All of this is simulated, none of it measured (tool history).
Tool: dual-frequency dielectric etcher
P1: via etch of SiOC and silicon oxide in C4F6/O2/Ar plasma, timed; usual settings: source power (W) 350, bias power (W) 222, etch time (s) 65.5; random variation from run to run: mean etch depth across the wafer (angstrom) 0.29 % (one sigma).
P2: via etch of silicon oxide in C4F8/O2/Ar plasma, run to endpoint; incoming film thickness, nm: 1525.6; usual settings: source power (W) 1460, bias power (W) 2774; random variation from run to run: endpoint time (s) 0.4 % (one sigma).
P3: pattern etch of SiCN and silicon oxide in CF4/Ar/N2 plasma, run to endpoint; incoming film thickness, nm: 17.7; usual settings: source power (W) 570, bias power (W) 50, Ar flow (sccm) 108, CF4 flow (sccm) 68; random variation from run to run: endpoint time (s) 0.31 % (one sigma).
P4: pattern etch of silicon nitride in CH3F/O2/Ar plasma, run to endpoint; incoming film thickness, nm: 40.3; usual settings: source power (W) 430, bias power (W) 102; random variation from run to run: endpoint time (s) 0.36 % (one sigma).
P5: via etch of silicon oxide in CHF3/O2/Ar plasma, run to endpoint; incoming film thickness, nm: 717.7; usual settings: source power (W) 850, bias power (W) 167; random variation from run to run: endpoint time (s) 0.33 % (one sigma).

| run | hour | process that ran | source power (W) | bias power (W) | etch time (s) | Ar flow (sccm) | CF4 flow (sccm) | hours since the last wet clean | hours since the last source power generator calibration | hours since the last bias power generator calibration | mean etch depth across the wafer (angstrom) | endpoint time (s) |
|---|---|---|---|---|---|---|---|---|---|---|---|---|
| 1 | 9.5 | P1 | 350 | 222 | 65.5 |  |  | 403.9 | 964.5 | 2700.7 | 709.96 |  |
| 2 | 15 | P2 | 1460 | 2774 |  |  |  | 409.4 | 970 | 2706.2 |  | 306.69 |
| 3 | 22.7 | P1 | 350 | 222 | 80 |  |  | 417.1 | 977.7 | 2713.9 | 864.92 |  |
| 4 | 27.8 | P3 | 570 | 50 |  | 130 | 68 | 422.2 | 982.8 | 2719 |  | 20.048 |
| 5 | 36.9 | P5 | 850 | 167 |  |  |  | 431.3 | 991.9 | 2728.1 |  | 316.19 |
| 6 | 46.4 | P5 | 620 | 167 |  |  |  | 440.8 | 1001.4 | 2737.6 |  | 357.42 |
| 7 | 51.4 | P5 | 850 | 167 |  |  |  | 445.8 | 1006.4 | 2742.6 |  | 317.44 |
| 8 | 62.2 | P1 | 350 | 222 | 65.5 |  |  | 456.6 | 1017.2 | 2753.4 | 710.15 |  |
| 9 | 69.3 | P3 | 790 | 50 |  | 108 | 68 | 463.7 | 1024.3 | 2760.5 |  | 14.383 |
| 10 | 76.6 | P3 | 570 | 50 |  | 108 | 44 | 471 | 1031.6 | 2767.8 |  | 21.003 |
| 11 | 88.2 | P2 | 1460 | 3339 |  |  |  | 482.6 | 1043.2 | 2779.4 |  | 287.78 |
| 12 | 95.5 | P1 | 350 | 222 | 65.5 |  |  | 489.9 | 1050.5 | 2786.7 | 709.32 |  |
| 13 | 101.1 | P1 | 350 | 222 | 65.5 |  |  | 495.5 | 1056.1 | 2792.3 | 713.68 |  |
| 14 | 108.6 | P4 | 430 | 102 |  |  |  | 503 | 1063.6 | 2799.8 |  | 50.732 |
| 15 | 115.7 | P4 | 250 | 102 |  |  |  | 510.1 | 1070.7 | 2806.9 |  | 61.803 |
| 16 | 123.4 | P1 | 350 | 222 | 65.5 |  |  | 517.8 | 1078.4 | 2814.6 | 709.86 |  |
| 17 | 134.5 | P1 | 490 | 222 | 65.5 |  |  | 528.9 | 1089.5 | 2825.7 | 805.66 |  |
| 18 | 144.5 | P2 | 1460 | 2774 |  |  |  | 538.9 | 1099.5 | 2835.7 |  | 304.22 |
| 19 | 151.5 | P1 | 350 | 222 | 49.5 |  |  | 545.9 | 1106.5 | 2842.7 | 534.6 |  |
| 20 | 157.9 | P1 | 350 | 140 | 43.5 |  |  | 552.3 | 1112.9 | 2849.1 | 403.37 |  |
| 21 | 165.2 | P4 | 430 | 66 |  |  |  | 559.6 | 1120.2 | 2856.4 |  | 58.826 |
| 22 | 176.2 | P3 | 570 | 50 |  | 108 | 68 | 570.6 | 1131.2 | 2867.4 |  | 19.306 |
|  | 181.3 | wet clean of the chamber |
| 23 | 182.2 | P5 | 850 | 214 |  |  |  | 1 | 1137.2 | 2873.4 |  | 291.31 |
| 24 | 189.1 | P1 | 350 | 166 | 65.5 |  |  | 7.9 | 1144.1 | 2880.3 | 643.6 |  |
| 25 | 197.4 | P1 | 350 | 272 | 65.5 |  |  | 16.2 | 1152.4 | 2888.6 | 767.34 |  |
| 26 | 203.3 | P2 | 2020 | 2774 |  |  |  | 22.1 | 1158.3 | 2894.5 |  | 267.07 |
| 27 | 214.8 | P1 | 260 | 222 | 65.5 |  |  | 33.6 | 1169.8 | 2906 | 632.7 |  |
| 28 | 221.9 | P3 | 570 | 60 |  | 108 | 68 | 40.7 | 1176.9 | 2913.1 |  | 18.236 |
| 29 | 232.2 | P1 | 350 | 222 | 65.5 |  |  | 51 | 1187.2 | 2923.4 | 707.28 |  |
| 30 | 242.2 | P1 | 350 | 222 | 65.5 |  |  | 61 | 1197.2 | 2933.4 | 708.26 |  |
| 31 | 251 | P1 | 350 | 222 | 65.5 |  |  | 69.8 | 1206 | 2942.2 | 702.21 |  |
| 32 | 260.7 | P1 | 350 | 222 | 65.5 |  |  | 79.5 | 1215.7 | 2951.9 | 703.88 |  |
| 33 | 271.2 | P1 | 350 | 222 | 65.5 |  |  | 90 | 1226.2 | 2962.4 | 698.29 |  |
| 34 | 282 | P1 | 350 | 222 | 65.5 |  |  | 100.8 | 1237 | 2973.2 | 703.24 |  |
|  | 291.5 | wet clean of the chamber |
| 35 | 293.6 | P1 | 350 | 222 | 65.5 |  |  | 2.1 | 1248.6 | 2984.8 | 698.62 |  |
| 36 | 304.7 | P1 | 350 | 222 | 65.5 |  |  | 13.2 | 1259.7 | 2995.9 | 698.43 |  |
| 37 | 310.9 | P1 | 350 | 222 | 65.5 |  |  | 19.4 | 1265.9 | 3002.1 | 698.71 |  |
| 38 | 321.2 | P1 | 350 | 222 | 65.5 |  |  | 29.7 | 1276.2 | 3012.4 | 698.01 |  |

What P1 gives has crept away from where it was. These 2 causes fit the log equally well, each at the size given:
A: bias power that arrives under what is set, % = 4.26
B: source power that arrives under what is set, % = 3.77
The creep began at about hour 232.2.
Why every other cause is out:
chamber walls in a state that lowers the etch rate, %: serviced at hour 291.5, which brought nothing back

4 check runs are offered, each on 2 wafers whose results are averaged, their results left as question marks. Which one tells the causes apart?
| check 1 | 331.5 | P2 | 1690 | 2774 |  |  |  |  |  |  |  | ? |
| check 2 | 331.5 | P5 | 850 | 199 |  |  |  |  |  |  |  | ? |
| check 3 | 331.5 | P3 | 750 | 50 |  | 108 | 47 |  |  |  |  | ? |
| check 4 | 331.5 | P4 | 280 | 102 |  |  |  |  |  |  |  | ? |

What each check would give under each cause:
| check | result | if A | if B |
|---|---|---|---|
| check 1 | endpoint time (s) | 291.32 | 291.78 |
| check 2 | endpoint time (s) | 303.08 | 303.14 |
| check 3 | endpoint time (s) | 16.442 | 16.776 |
| check 4 | endpoint time (s) | 60.095 | 59.966 |
How far apart the two closest causes lie, in the result that separates them most: check 1 0.16 %; check 2 0.02 %; check 3 2.01 %; check 4 0.21 %
Only check 3 tells the causes apart: in the others they would give nearly the same result.

Then check 3 was run and gave: endpoint time (s) 16.739. Which cause is it?

It is B: source power that arrives under what is set, %.
